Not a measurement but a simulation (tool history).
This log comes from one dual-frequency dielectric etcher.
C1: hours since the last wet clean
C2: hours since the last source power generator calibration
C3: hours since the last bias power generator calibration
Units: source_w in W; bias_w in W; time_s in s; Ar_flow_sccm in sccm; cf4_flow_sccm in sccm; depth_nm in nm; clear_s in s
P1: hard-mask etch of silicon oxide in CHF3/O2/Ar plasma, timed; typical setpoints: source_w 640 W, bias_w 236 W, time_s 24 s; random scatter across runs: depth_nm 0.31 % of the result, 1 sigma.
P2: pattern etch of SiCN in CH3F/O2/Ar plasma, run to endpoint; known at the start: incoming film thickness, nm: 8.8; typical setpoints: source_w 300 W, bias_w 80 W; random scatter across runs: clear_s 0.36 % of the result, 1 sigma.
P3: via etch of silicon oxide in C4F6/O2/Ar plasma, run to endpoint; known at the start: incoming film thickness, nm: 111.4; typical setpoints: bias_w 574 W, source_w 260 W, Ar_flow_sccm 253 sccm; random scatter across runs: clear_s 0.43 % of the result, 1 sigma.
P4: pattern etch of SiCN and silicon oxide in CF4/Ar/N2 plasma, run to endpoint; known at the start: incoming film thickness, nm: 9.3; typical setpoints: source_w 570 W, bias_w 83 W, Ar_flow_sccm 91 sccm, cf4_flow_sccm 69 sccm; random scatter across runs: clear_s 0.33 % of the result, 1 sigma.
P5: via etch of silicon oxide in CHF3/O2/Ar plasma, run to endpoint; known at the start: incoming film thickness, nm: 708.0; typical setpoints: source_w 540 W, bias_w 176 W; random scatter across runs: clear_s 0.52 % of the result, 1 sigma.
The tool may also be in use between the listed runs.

{"run": 1, "day": 0.271, "process": "P1", "source_w": 640, "bias_w": 236, "time_s": 24, "C1": 218.4, "C2": 2030.3, "C3": 1353.6, "depth_nm": 52.43}
{"run": 2, "day": 0.575, "process": "P2", "source_w": 170, "bias_w": 80, "C1": 225.7, "C2": 2037.6, "C3": 1360.9, "clear_s": 30.934}
{"run": 3, "day": 0.825, "process": "P4", "source_w": 570, "bias_w": 83, "Ar_flow_sccm": 91, "cf4_flow_sccm": 53, "C1": 231.7, "C2": 2043.6, "C3": 1366.9, "clear_s": 8.5853}
{"run": 4, "day": 0.988, "process": "P1", "source_w": 640, "bias_w": 290, "time_s": 14.5, "C1": 235.6, "C2": 2047.5, "C3": 1370.8, "depth_nm": 34.253}
{"run": 5, "day": 1.292, "process": "P4", "source_w": 570, "bias_w": 60, "Ar_flow_sccm": 91, "cf4_flow_sccm": 69, "C1": 242.9, "C2": 2054.8, "C3": 1378.1, "clear_s": 9.1373}
{"run": 6, "day": 1.6, "process": "P3", "source_w": 260, "bias_w": 574, "Ar_flow_sccm": 253, "C1": 250.3, "C2": 2062.2, "C3": 1385.5, "clear_s": 27.219}
{"run": 7, "day": 1.779, "process": "P1", "source_w": 640, "bias_w": 236, "time_s": 24, "C1": 254.6, "C2": 2066.5, "C3": 1389.8, "depth_nm": 52.49}
{"run": 8, "day": 1.938, "process": "P1", "source_w": 640, "bias_w": 236, "time_s": 24, "C1": 258.4, "C2": 2070.3, "C3": 1393.6, "depth_nm": 52.564}
{"run": 9, "day": 2.15, "process": "P5", "source_w": 540, "bias_w": 235, "C1": 263.5, "C2": 2075.4, "C3": 1398.7, "clear_s": 340.45}
{"run": 10, "day": 2.471, "process": "P2", "source_w": 300, "bias_w": 80, "C1": 271.2, "C2": 2083.1, "C3": 1406.4, "clear_s": 24.992}
{"run": 11, "day": 2.692, "process": "P4", "source_w": 570, "bias_w": 83, "Ar_flow_sccm": 91, "cf4_flow_sccm": 69, "C1": 276.5, "C2": 2088.4, "C3": 1411.7, "clear_s": 8.1955}
{"run": 12, "day": 2.979, "process": "P1", "source_w": 640, "bias_w": 309, "time_s": 24, "C1": 283.4, "C2": 2095.3, "C3": 1418.6, "depth_nm": 57.623}
{"run": 13, "day": 3.262, "process": "P4", "source_w": 570, "bias_w": 83, "Ar_flow_sccm": 124, "cf4_flow_sccm": 69, "C1": 290.2, "C2": 2102.1, "C3": 1425.4, "clear_s": 8.6304}
{"run": 14, "day": 3.454, "process": "P3", "source_w": 260, "bias_w": 417, "Ar_flow_sccm": 253, "C1": 294.8, "C2": 2106.7, "C3": 1430, "clear_s": 30.379}
{"run": 15, "day": 3.688, "process": "P3", "source_w": 180, "bias_w": 574, "Ar_flow_sccm": 253, "C1": 300.4, "C2": 2112.3, "C3": 1435.6, "clear_s": 31.042}
{"run": 16, "day": 3.967, "process": "P1", "source_w": 760, "bias_w": 236, "time_s": 33, "C1": 307.1, "C2": 2119, "C3": 1442.3, "depth_nm": 76.927}
{"run": 17, "day": 4.246, "process": "P1", "source_w": 640, "bias_w": 236, "time_s": 33, "C1": 313.8, "C2": 2125.7, "C3": 1449, "depth_nm": 72.592}
{"run": 18, "day": 4.558, "process": "P1", "source_w": 640, "bias_w": 236, "time_s": 16, "C1": 321.3, "C2": 2133.2, "C3": 1456.5, "depth_nm": 35.032}
{"run": 19, "day": 4.8, "process": "P2", "source_w": 300, "bias_w": 80, "C1": 327.1, "C2": 2139, "C3": 1462.3, "clear_s": 24.898}
{"run": 20, "day": 5.038, "process": "P1", "source_w": 640, "bias_w": 236, "time_s": 24, "C1": 332.8, "C2": 2144.7, "C3": 1468, "depth_nm": 52.386}
{"run": 21, "day": 5.238, "process": "P1", "source_w": 640, "bias_w": 236, "time_s": 24, "C1": 337.6, "C2": 2149.5, "C3": 1472.8, "depth_nm": 52.657}
{"run": 22, "day": 5.512, "process": "P1", "source_w": 880, "bias_w": 236, "time_s": 24, "C1": 344.2, "C2": 2156.1, "C3": 1479.4, "depth_nm": 59.523}
{"run": 23, "day": 5.767, "process": "P2", "source_w": 300, "bias_w": 48, "C1": 350.3, "C2": 2162.2, "C3": 1485.5, "clear_s": 29.864}
{"run": 24, "day": 5.929, "process": "P3", "source_w": 260, "bias_w": 574, "Ar_flow_sccm": 327, "C1": 354.2, "C2": 2166.1, "C3": 1489.4, "clear_s": 28.026}
{"run": 25, "day": 6.217, "process": "P3", "source_w": 260, "bias_w": 574, "Ar_flow_sccm": 253, "C1": 361.1, "C2": 2173, "C3": 1496.3, "clear_s": 27.235}
{"run": 26, "day": 6.529, "process": "P5", "source_w": 310, "bias_w": 176, "C1": 368.6, "C2": 2180.5, "C3": 1503.8, "clear_s": 464.11}
{"run": 27, "day": 6.704, "process": "P1", "source_w": 640, "bias_w": 236, "time_s": 24, "C1": 372.8, "C2": 2184.7, "C3": 1508, "depth_nm": 52.479}
{"run": 28, "day": 6.854, "process": "P1", "source_w": 780, "bias_w": 236, "time_s": 15, "C1": 376.4, "C2": 2188.3, "C3": 1511.6, "depth_nm": 35.527}
{"run": 29, "day": 7.167, "process": "P5", "source_w": 540, "bias_w": 176, "C1": 383.9, "C2": 2195.8, "C3": 1519.1, "clear_s": 379.41}
{"run": 30, "day": 7.358, "process": "P5", "source_w": 540, "bias_w": 176, "C1": 388.5, "C2": 2200.4, "C3": 1523.7, "clear_s": 375.59}
{"run": 31, "day": 7.567, "process": "P4", "source_w": 800, "bias_w": 83, "Ar_flow_sccm": 91, "cf4_flow_sccm": 69, "C1": 393.5, "C2": 2205.4, "C3": 1528.7, "clear_s": 6.0947}
{"run": 32, "day": 7.733, "process": "P1", "source_w": 640, "bias_w": 179, "time_s": 24, "C1": 397.5, "C2": 2209.4, "C3": 1532.7, "depth_nm": 47.819}
{"run": 33, "day": 7.954, "process": "P1", "source_w": 640, "bias_w": 236, "time_s": 24, "C1": 402.8, "C2": 2214.7, "C3": 1538, "depth_nm": 52.726}
{"run": 34, "day": 8.262, "process": "P1", "source_w": 460, "bias_w": 236, "time_s": 24, "C1": 410.2, "C2": 2222.1, "C3": 1545.4, "depth_nm": 46.359}
{"run": 35, "day": 8.479, "process": "P1", "source_w": 640, "bias_w": 236, "time_s": 24, "C1": 415.4, "C2": 2227.3, "C3": 1550.6, "depth_nm": 52.374}
{"run": 36, "day": 8.8, "process": "P1", "source_w": 640, "bias_w": 236, "time_s": 24, "C1": 423.1, "C2": 2235, "C3": 1558.3, "depth_nm": 52.946}
{"run": 37, "day": 8.992, "process": "P1", "source_w": 640, "bias_w": 236, "time_s": 24, "C1": 427.7, "C2": 2239.6, "C3": 1562.9, "depth_nm": 53.282}
{"run": 38, "day": 9.208, "process": "P1", "source_w": 640, "bias_w": 236, "time_s": 24, "C1": 432.9, "C2": 2244.8, "C3": 1568.1, "depth_nm": 53.216}
{"run": 39, "day": 9.4, "process": "P1", "source_w": 640, "bias_w": 236, "time_s": 24, "C1": 437.5, "C2": 2249.4, "C3": 1572.7, "depth_nm": 53.466}
{"run": 40, "day": 9.683, "process": "P1", "source_w": 640, "bias_w": 236, "time_s": 24, "C1": 444.3, "C2": 2256.2, "C3": 1579.5, "depth_nm": 53.347}
{"run": 41, "day": 9.833, "process": "P1", "source_w": 640, "bias_w": 236, "time_s": 24, "C1": 447.9, "C2": 2259.8, "C3": 1583.1, "depth_nm": 52.909}
{"day": 9.975, "done": "wet clean of the chamber"}
{"run": 42, "day": 10.112, "process": "P1", "source_w": 640, "bias_w": 236, "time_s": 24, "C1": 3.3, "C2": 2266.5, "C3": 1589.8, "depth_nm": 53.23}
{"run": 43, "day": 10.275, "process": "P1", "source_w": 640, "bias_w": 236, "time_s": 24, "C1": 7.2, "C2": 2270.4, "C3": 1593.7, "depth_nm": 53.311}
{"run": 44, "day": 10.492, "process": "P1", "source_w": 640, "bias_w": 236, "time_s": 24, "C1": 12.4, "C2": 2275.6, "C3": 1598.9, "depth_nm": 53.246}
{"run": 45, "day": 10.725, "process": "P1", "source_w": 640, "bias_w": 236, "time_s": 24, "C1": 18, "C2": 2281.2, "C3": 1604.5, "depth_nm": 53.553}

P1 has crept away from where it was. The log is fitted equally well by each of these 2 causes, at the sizes shown:
A: source power that arrives over what is set, % = 4.2
B: bias power that arrives over what is set, % = 4.48
The creep began at about day 8.479.
Why every other cause is out:
chamber walls in a state that raises the etch rate, %: work on it at day 9.975, done after the drift set in, did not restore what the process gave before

The list below offers 4 check runs, each averaging the results of 2 wafers, and shows each result as a question mark. For which of them would the listed causes give clearly different results?
{"run": "check 1", "day": 10.958, "process": "P3", "source_w": 260, "bias_w": 574, "Ar_flow_sccm": 253, "clear_s": "?"}
{"run": "check 2", "day": 10.958, "process": "P4", "source_w": 570, "bias_w": 83, "Ar_flow_sccm": 91, "cf4_flow_sccm": 69, "clear_s": "?"}
{"run": "check 3", "day": 10.958, "process": "P2", "source_w": 300, "bias_w": 80, "clear_s": "?"}
{"run": "check 4", "day": 10.958, "process": "P5", "source_w": 540, "bias_w": 176, "clear_s": "?"}

How each check would come out, cause by cause:
check=check_1 result=clear_s if_A=26.683 if_B=26.627
check=check_2 result=clear_s if_A=7.9372 if_B=8.1092
check=check_3 result=clear_s if_A=24.667 if_B=24.644
check=check_4 result=clear_s if_A=369.8 if_B=370.13
How far apart the two closest causes lie, in the result that separates them most: check 1 0.21 %; check 2 2.14 %; check 3 0.09 %; check 4 0.09 %
The other checks would show nearly matching results whichever cause is true, so check 2 is the only one that separates the causes.

The results of check 2 are: clear_s 8.1464 s. Based on these, which of the listed causes is it?

The cause is B: bias power that arrives over what is set, %.

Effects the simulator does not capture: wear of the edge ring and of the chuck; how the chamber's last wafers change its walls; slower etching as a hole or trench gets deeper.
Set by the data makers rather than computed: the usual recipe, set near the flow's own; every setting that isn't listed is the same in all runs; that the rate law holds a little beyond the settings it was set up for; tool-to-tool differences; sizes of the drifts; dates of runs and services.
